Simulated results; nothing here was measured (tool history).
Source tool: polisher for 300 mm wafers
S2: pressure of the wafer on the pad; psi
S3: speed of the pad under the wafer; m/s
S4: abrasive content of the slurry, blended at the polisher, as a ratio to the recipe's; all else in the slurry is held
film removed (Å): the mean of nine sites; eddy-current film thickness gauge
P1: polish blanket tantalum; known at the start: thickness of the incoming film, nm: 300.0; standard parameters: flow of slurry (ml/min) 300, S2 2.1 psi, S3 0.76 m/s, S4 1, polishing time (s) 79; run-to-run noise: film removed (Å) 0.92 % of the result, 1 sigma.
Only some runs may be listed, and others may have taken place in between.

Run 1, hour 12.3: flow of slurry (ml/min) 300, S2 2.1 psi, S3 0.76 m/s, S4 1, polishing time (s) 79. Result: film removed (Å) 870.37.
Run 2, hour 24.2: flow of slurry (ml/min) 300, S2 2.1 psi, S3 0.76 m/s, S4 1, polishing time (s) 79. Result: film removed (Å) 866.38.
Run 3, hour 37.6: flow of slurry (ml/min) 300, S2 2.1 psi, S3 0.76 m/s, S4 1, polishing time (s) 79. Result: film removed (Å) 873.73.
Run 4, hour 50.6: flow of slurry (ml/min) 300, S2 2.1 psi, S3 0.52 m/s, S4 1, polishing time (s) 114. Result: film removed (Å) 848.9.
Run 5, hour 56.9: flow of slurry (ml/min) 180, S2 2.1 psi, S3 0.76 m/s, S4 1, polishing time (s) 79. Result: film removed (Å) 816.3.
Run 6, hour 64.1: flow of slurry (ml/min) 300, S2 2.1 psi, S3 0.76 m/s, S4 1, polishing time (s) 79. Result: film removed (Å) 857.87.
Run 7, hour 70.1: flow of slurry (ml/min) 460, S2 2.1 psi, S3 0.76 m/s, S4 1, polishing time (s) 79. Result: film removed (Å) 891.61.
Run 8, hour 83.5: flow of slurry (ml/min) 300, S2 2.1 psi, S3 0.76 m/s, S4 1, polishing time (s) 79. Result: film removed (Å) 878.79.
Run 9, hour 91.4: flow of slurry (ml/min) 300, S2 2.1 psi, S3 0.76 m/s, S4 1, polishing time (s) 79. Result: film removed (Å) 864.44.
Run 10, hour 104.5: flow of slurry (ml/min) 300, S2 2.1 psi, S3 0.76 m/s, S4 1.45, polishing time (s) 79. Result: film removed (Å) 948.66.
Run 11, hour 113.9: flow of slurry (ml/min) 300, S2 2.1 psi, S3 0.98 m/s, S4 1, polishing time (s) 79. Result: film removed (Å) 1109.7.
Run 12, hour 127.2: flow of slurry (ml/min) 300, S2 2.7 psi, S3 0.76 m/s, S4 1, polishing time (s) 79. Result: film removed (Å) 1108.9.
Run 13, hour 137.5: flow of slurry (ml/min) 300, S2 2.1 psi, S3 0.34 m/s, S4 1, polishing time (s) 79. Result: film removed (Å) 384.54.
Run 14, hour 146.9: flow of slurry (ml/min) 300, S2 2.1 psi, S3 0.76 m/s, S4 1, polishing time (s) 125. Result: film removed (Å) 1374.3.
Run 15, hour 156.8: flow of slurry (ml/min) 300, S2 2.1 psi, S3 0.76 m/s, S4 0.55, polishing time (s) 79. Result: film removed (Å) 711.91.
Run 16, hour 164.6: flow of slurry (ml/min) 300, S2 1.1 psi, S3 0.76 m/s, S4 1, polishing time (s) 79. Result: film removed (Å) 451.55.
Run 17, hour 175.7: flow of slurry (ml/min) 300, S2 2.1 psi, S3 0.76 m/s, S4 1, polishing time (s) 36. Result: film removed (Å) 399.97.
Run 18, hour 183.3: flow of slurry (ml/min) 300, S2 2.1 psi, S3 0.76 m/s, S4 1, polishing time (s) 79. Result: film removed (Å) 847.07.
Run 19, hour 193.1: flow of slurry (ml/min) 300, S2 2.1 psi, S3 0.76 m/s, S4 1, polishing time (s) 79. Result: film removed (Å) 866.77.
Run 20, hour 203.5: flow of slurry (ml/min) 300, S2 2.1 psi, S3 0.76 m/s, S4 1, polishing time (s) 79. Result: film removed (Å) 841.76.
Run 21, hour 213.3: flow of slurry (ml/min) 300, S2 2.1 psi, S3 0.76 m/s, S4 1, polishing time (s) 79. Result: film removed (Å) 830.8.
Run 22, hour 221.5: flow of slurry (ml/min) 300, S2 2.1 psi, S3 0.76 m/s, S4 1, polishing time (s) 79. Result: film removed (Å) 805.76.
Run 23, hour 229.5: flow of slurry (ml/min) 300, S2 2.1 psi, S3 0.76 m/s, S4 1, polishing time (s) 79. Result: film removed (Å) 802.15.
At hour 239.9: slurry nozzle cleaned.
Run 24, hour 242: flow of slurry (ml/min) 300, S2 2.1 psi, S3 0.76 m/s, S4 1, polishing time (s) 79. Result: film removed (Å) 798.52.
Run 25, hour 247.9: flow of slurry (ml/min) 300, S2 2.1 psi, S3 0.76 m/s, S4 1, polishing time (s) 79. Result: film removed (Å) 794.3.
At hour 254.8: head pressure recalibrated.
Run 26, hour 259.9: flow of slurry (ml/min) 300, S2 2.1 psi, S3 0.76 m/s, S4 1, polishing time (s) 79. Result: film removed (Å) 796.22.
Run 27, hour 270.2: flow of slurry (ml/min) 300, S2 2.1 psi, S3 0.76 m/s, S4 1, polishing time (s) 79. Result: film removed (Å) 783.15.
Run 28, hour 280.8: flow of slurry (ml/min) 300, S2 2.1 psi, S3 0.76 m/s, S4 1, polishing time (s) 79. Result: film removed (Å) 785.71.

The log shows P1 creeping away from where it was. Any of the 2 causes listed here, at the size stated for it, fits the log just as well as the others:
A: abrasive missing from the slurry, % = 26.7
B: removal rate lost through wear of the pad, % = 9.41
The drift started at roughly hour 193.1.
All other causes, with the reason each is excluded:
slurry flow missing at the pad, %: serviced at hour 239.9, which brought nothing back
head's pressure below its setpoint, %: serviced at hour 254.8, which brought nothing back

The list below offers 4 check runs, each averaging the results of 5 wafers, and shows each result as a question mark. For which of them would the listed causes give clearly different results?
Run check 1, hour 291.4: flow of slurry (ml/min) 300, S2 2.1 psi, S3 0.4 m/s, S4 1, polishing time (s) 116. Result: film removed (Å) ?.
Run check 2, hour 291.4: flow of slurry (ml/min) 180, S2 2.1 psi, S3 0.42 m/s, S4 1, polishing time (s) 79. Result: film removed (Å) ?.
Run check 3, hour 291.4: flow of slurry (ml/min) 440, S2 2.1 psi, S3 0.76 m/s, S4 1, polishing time (s) 79. Result: film removed (Å) ?.
Run check 4, hour 291.4: flow of slurry (ml/min) 300, S2 2.1 psi, S3 0.76 m/s, S4 0.65, polishing time (s) 79. Result: film removed (Å) ?.

How each check would come out, cause by cause:
  check            result    if A    if B
check 1  film removed (Å)  605.48  605.59
check 2  film removed (Å)  408.14  408.22
check 3  film removed (Å)   806.3  806.45
check 4  film removed (Å)  658.33  679.13
Per check, the gap between the least separated pair of causes, taken in the result that splits them most: check 1 0.02 %; check 2 0.02 %; check 3 0.02 %; check 4 3.11 %
Of the check runs offered, only check 4 discriminates between the causes; the rest would read about the same regardless of which cause applies.

Check 4 was carried out, with these results: film removed (Å) 657.6. Which of the listed causes is responsible?

It is A: abrasive missing from the slurry, %.
